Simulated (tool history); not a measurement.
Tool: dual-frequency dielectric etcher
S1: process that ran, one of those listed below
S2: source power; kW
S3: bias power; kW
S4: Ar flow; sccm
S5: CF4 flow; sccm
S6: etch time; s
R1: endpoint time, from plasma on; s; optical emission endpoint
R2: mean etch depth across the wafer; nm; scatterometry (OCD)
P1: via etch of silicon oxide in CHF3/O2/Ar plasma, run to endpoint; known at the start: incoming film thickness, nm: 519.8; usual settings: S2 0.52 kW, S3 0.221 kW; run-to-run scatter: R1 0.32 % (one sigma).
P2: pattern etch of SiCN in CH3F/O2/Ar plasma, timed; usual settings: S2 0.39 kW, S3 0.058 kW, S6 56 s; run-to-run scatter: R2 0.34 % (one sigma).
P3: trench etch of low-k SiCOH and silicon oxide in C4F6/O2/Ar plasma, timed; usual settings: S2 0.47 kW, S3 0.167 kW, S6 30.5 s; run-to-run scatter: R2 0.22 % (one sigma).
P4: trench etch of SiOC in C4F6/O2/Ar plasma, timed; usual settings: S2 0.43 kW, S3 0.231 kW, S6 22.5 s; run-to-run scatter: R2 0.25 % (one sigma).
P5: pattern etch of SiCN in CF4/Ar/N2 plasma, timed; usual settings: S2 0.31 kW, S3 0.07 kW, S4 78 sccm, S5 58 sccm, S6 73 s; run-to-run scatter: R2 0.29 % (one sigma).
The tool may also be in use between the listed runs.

{"run": 1, "day": 0.354, "S1": "P1", "S2": 0.52, "S3": 0.221, "R1": 253.38}
{"run": 2, "day": 0.775, "S1": "P5", "S2": 0.31, "S3": 0.07, "S4": 106, "S5": 58, "S6": 73, "R2": 43.281}
{"run": 3, "day": 1.229, "S1": "P2", "S2": 0.39, "S3": 0.058, "S6": 56, "R2": 19.337}
{"run": 4, "day": 1.592, "S1": "P1", "S2": 0.69, "S3": 0.221, "R1": 228.36}
{"run": 5, "day": 2.038, "S1": "P1", "S2": 0.52, "S3": 0.221, "R1": 251.63}
{"run": 6, "day": 2.308, "S1": "P1", "S2": 0.52, "S3": 0.221, "R1": 252.96}
{"run": 7, "day": 2.7, "S1": "P1", "S2": 0.52, "S3": 0.221, "R1": 255.17}
{"run": 8, "day": 3.275, "S1": "P2", "S2": 0.39, "S3": 0.037, "S6": 56, "R2": 16.734}
{"run": 9, "day": 3.592, "S1": "P3", "S2": 0.47, "S3": 0.167, "S6": 30.5, "R2": 94.572}
{"day": 3.933, "done": "bias power generator calibrated"}
{"run": 10, "day": 3.95, "S1": "P2", "S2": 0.39, "S3": 0.058, "S6": 82.5, "R2": 28.544}
{"run": 11, "day": 4.329, "S1": "P5", "S2": 0.31, "S3": 0.07, "S4": 78, "S5": 58, "S6": 108, "R2": 67.045}
{"run": 12, "day": 4.712, "S1": "P4", "S2": 0.43, "S3": 0.231, "S6": 22.5, "R2": 51.081}
{"run": 13, "day": 5.204, "S1": "P3", "S2": 0.47, "S3": 0.167, "S6": 30.5, "R2": 94.408}
{"run": 14, "day": 5.712, "S1": "P3", "S2": 0.32, "S3": 0.167, "S6": 30.5, "R2": 81.292}
{"run": 15, "day": 6.208, "S1": "P4", "S2": 0.58, "S3": 0.231, "S6": 22.5, "R2": 57.696}
{"run": 16, "day": 6.662, "S1": "P1", "S2": 0.52, "S3": 0.221, "R1": 253.18}
{"run": 17, "day": 6.992, "S1": "P1", "S2": 0.33, "S3": 0.221, "R1": 300.92}
{"run": 18, "day": 7.329, "S1": "P5", "S2": 0.31, "S3": 0.097, "S4": 78, "S5": 58, "S6": 73, "R2": 50.88}
{"run": 19, "day": 7.729, "S1": "P1", "S2": 0.62, "S3": 0.173, "R1": 259.24}
{"run": 20, "day": 7.996, "S1": "P3", "S2": 0.47, "S3": 0.167, "S6": 44.5, "R2": 137.93}
{"run": 21, "day": 8.467, "S1": "P5", "S2": 0.25, "S3": 0.07, "S4": 78, "S5": 58, "S6": 73, "R2": 37.216}
{"run": 22, "day": 8.883, "S1": "P1", "S2": 0.52, "S3": 0.274, "R1": 234.94}
{"run": 23, "day": 9.267, "S1": "P1", "S2": 0.52, "S3": 0.221, "R1": 253.98}
{"run": 24, "day": 9.746, "S1": "P5", "S2": 0.31, "S3": 0.07, "S4": 78, "S5": 79, "S6": 73, "R2": 47.233}
{"run": 25, "day": 10.054, "S1": "P1", "S2": 0.42, "S3": 0.168, "R1": 301.88}
{"run": 26, "day": 10.371, "S1": "P5", "S2": 0.31, "S3": 0.07, "S4": 78, "S5": 58, "S6": 73, "R2": 45.116}
{"run": 27, "day": 10.858, "S1": "P4", "S2": 0.43, "S3": 0.283, "S6": 22.5, "R2": 54.569}
{"run": 28, "day": 11.142, "S1": "P4", "S2": 0.43, "S3": 0.231, "S6": 12.5, "R2": 28.437}
{"run": 29, "day": 11.504, "S1": "P2", "S2": 0.48, "S3": 0.058, "S6": 56, "R2": 20.906}
{"run": 30, "day": 11.871, "S1": "P2", "S2": 0.39, "S3": 0.058, "S6": 56, "R2": 19.411}
{"run": 31, "day": 12.233, "S1": "P4", "S2": 0.43, "S3": 0.231, "S6": 22.5, "R2": 51.288}
{"run": 32, "day": 12.567, "S1": "P3", "S2": 0.47, "S3": 0.235, "S6": 30.5, "R2": 105.41}
{"run": 33, "day": 12.992, "S1": "P1", "S2": 0.64, "S3": 0.137, "R1": 275.76}
{"run": 34, "day": 13.546, "S1": "P1", "S2": 0.52, "S3": 0.17, "R1": 277.92}
{"run": 35, "day": 13.958, "S1": "P1", "S2": 0.52, "S3": 0.221, "R1": 253.55}
{"run": 36, "day": 14.321, "S1": "P1", "S2": 0.52, "S3": 0.221, "R1": 254.22}
{"run": 37, "day": 14.704, "S1": "P1", "S2": 0.52, "S3": 0.221, "R1": 255.91}
{"run": 38, "day": 15.004, "S1": "P1", "S2": 0.52, "S3": 0.221, "R1": 256.8}
{"run": 39, "day": 15.512, "S1": "P1", "S2": 0.52, "S3": 0.221, "R1": 256.18}
{"run": 40, "day": 16.025, "S1": "P1", "S2": 0.52, "S3": 0.221, "R1": 257.96}
{"day": 16.05, "done": "wet clean of the chamber"}
{"run": 41, "day": 16.358, "S1": "P1", "S2": 0.52, "S3": 0.221, "R1": 257.25}
{"run": 42, "day": 16.95, "S1": "P1", "S2": 0.52, "S3": 0.221, "R1": 256.83}
{"run": 43, "day": 17.533, "S1": "P1", "S2": 0.52, "S3": 0.221, "R1": 257.61}

What P1 gives has crept away from where it was. These 2 causes fit the log equally well, each at the size given:
A: source power that arrives under what is set, % = 4.15
B: bias power that arrives under what is set, % = 4.45
The creep began at about day 13.958.
Why every other cause is out:
chamber walls in a state that lowers the etch rate, %: serviced at day 16.05, which brought nothing back

4 check runs are offered, one wafer each, their results left as question marks. Which one tells the causes apart?
{"run": "check 1", "day": 18.117, "S1": "P4", "S2": 0.51, "S3": 0.231, "S6": 12.5, "R2": "?"}
{"run": "check 2", "day": 18.117, "S1": "P3", "S2": 0.47, "S3": 0.231, "S6": 30.5, "R2": "?"}
{"run": "check 3", "day": 18.117, "S1": "P5", "S2": 0.31, "S3": 0.087, "S4": 78, "S5": 58, "S6": 99, "R2": "?"}
{"run": "check 4", "day": 18.117, "S1": "P2", "S2": 0.39, "S3": 0.04, "S6": 76.5, "R2": "?"}

What each check would give under each cause:
check=check_1 result=R2 if_A=29.947 if_B=29.991
check=check_2 result=R2 if_A=103.18 if_B=103.32
check=check_3 result=R2 if_A=63.764 if_B=65.078
check=check_4 result=R2 if_A=23.112 if_B=23.177
How far apart the two closest causes lie, in the result that separates them most: check 1 0.15 %; check 2 0.14 %; check 3 2.04 %; check 4 0.28 %
Only check 3 tells the causes apart: in the others they would give nearly the same result.

Check 3 was then run and gave: R2 63.776 nm. Which cause is it?

It is A: source power that arrives under what is set, %.
